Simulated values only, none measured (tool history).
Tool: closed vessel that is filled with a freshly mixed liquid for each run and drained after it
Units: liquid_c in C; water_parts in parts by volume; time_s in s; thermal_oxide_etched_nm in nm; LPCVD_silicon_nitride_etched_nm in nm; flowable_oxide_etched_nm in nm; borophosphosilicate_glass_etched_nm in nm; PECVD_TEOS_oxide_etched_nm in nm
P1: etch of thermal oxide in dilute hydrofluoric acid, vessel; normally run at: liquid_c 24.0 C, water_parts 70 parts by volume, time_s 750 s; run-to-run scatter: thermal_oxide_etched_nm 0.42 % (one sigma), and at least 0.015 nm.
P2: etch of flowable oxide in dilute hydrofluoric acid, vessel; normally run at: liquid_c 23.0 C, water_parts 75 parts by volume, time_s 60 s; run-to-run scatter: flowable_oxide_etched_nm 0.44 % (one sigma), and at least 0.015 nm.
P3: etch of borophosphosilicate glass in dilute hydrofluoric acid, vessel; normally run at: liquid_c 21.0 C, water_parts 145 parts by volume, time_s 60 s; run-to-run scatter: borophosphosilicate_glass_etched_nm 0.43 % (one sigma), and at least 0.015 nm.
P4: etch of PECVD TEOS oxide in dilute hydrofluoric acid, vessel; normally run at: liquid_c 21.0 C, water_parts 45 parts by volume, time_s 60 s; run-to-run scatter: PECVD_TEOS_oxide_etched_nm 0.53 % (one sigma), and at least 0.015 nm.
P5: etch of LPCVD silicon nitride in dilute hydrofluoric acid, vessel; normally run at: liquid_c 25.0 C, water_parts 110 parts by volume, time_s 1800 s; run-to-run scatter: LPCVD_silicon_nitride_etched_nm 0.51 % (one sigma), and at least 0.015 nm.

run,day,process,liquid_c,water_parts,time_s,hours since the thermometer was replaced,hours since the hydrofluoric acid flow meter was replaced,thermal_oxide_etched_nm,LPCVD_silicon_nitride_etched_nm,flowable_oxide_etched_nm,borophosphosilicate_glass_etched_nm,PECVD_TEOS_oxide_etched_nm
1,0.438,P1,24.0,70,750,745.6,1672.5,48.9900,,,,
2,0.971,P5,25.0,110,1800,758.4,1685.3,,9.7707,,,
3,1.538,P2,23.0,75,60,772.0,1698.9,,,32.345,,
4,2.092,P3,17.0,145,60,785.3,1712.2,,,,15.064,
5,2.467,P1,24.0,70,750,794.3,1721.2,49.1440,,,,
6,2.979,P3,21.0,145,30,806.6,1733.5,,,,8.801,
7,3.304,P1,24.0,70,750,814.4,1741.3,48.6740,,,,
8,3.879,P4,27.5,45,60,828.2,1755.1,,,,,14.258
9,4.279,P5,25.0,110,3305,837.8,1764.7,,17.9670,,,
10,4.796,P2,23.0,75,35,850.2,1777.1,,,19.002,,
11,5.396,P3,21.0,220,60,864.6,1791.5,,,,10.798,
12,5.738,P1,24.0,100,750,872.8,1799.7,32.8300,,,,
13,6.308,P2,26.5,75,60,886.5,1813.4,,,37.802,,
14,6.808,P1,24.0,70,750,898.5,1825.4,49.5570,,,,
15,7.296,P1,24.0,70,1350,910.2,1837.1,87.9390,,,,
16,7.904,P4,21.0,45,60,924.8,1851.7,,,,,10.831
17,8.467,P1,24.0,70,85,938.3,1865.2,5.4891,,,,
18,8.992,P5,32.0,110,1800,950.9,1877.8,,15.3660,,,
19,9.317,P1,19.5,70,750,958.7,1885.6,40.7270,,,,
20,9.733,P1,28.0,70,750,968.7,1895.6,57.4410,,,,
21,10.350,P1,24.0,40,750,983.5,1910.4,89.6070,,,,
22,10.754,P3,21.0,145,60,993.2,1920.1,,,,17.625,
23,11.125,P4,21.0,45,60,1002.1,1929.0,,,,,10.937
24,11.525,P1,24.0,100,1140,1011.7,1938.6,50.3740,,,,
25,11.929,P5,25.0,25,1800,1021.4,1948.3,,41.8840,,,
26,12.292,P2,23.0,125,60,1030.1,1957.0,,,18.477,,
27,12.817,P3,21.0,145,60,1042.7,1969.6,,,,17.627,
28,13.162,P4,21.0,45,90,1051.0,1977.9,,,,,16.359
29,13.671,P4,21.0,20,60,1063.2,1990.1,,,,,25.090
30,13.988,P1,24.0,70,750,1070.8,1997.7,48.9770,,,,

The next listed run, before its measurement:
31,14.638,P1,24.0,70,750,1086.4,2013.3,?,,,,

thermal_oxide_etched_nm: 48.8690 nm
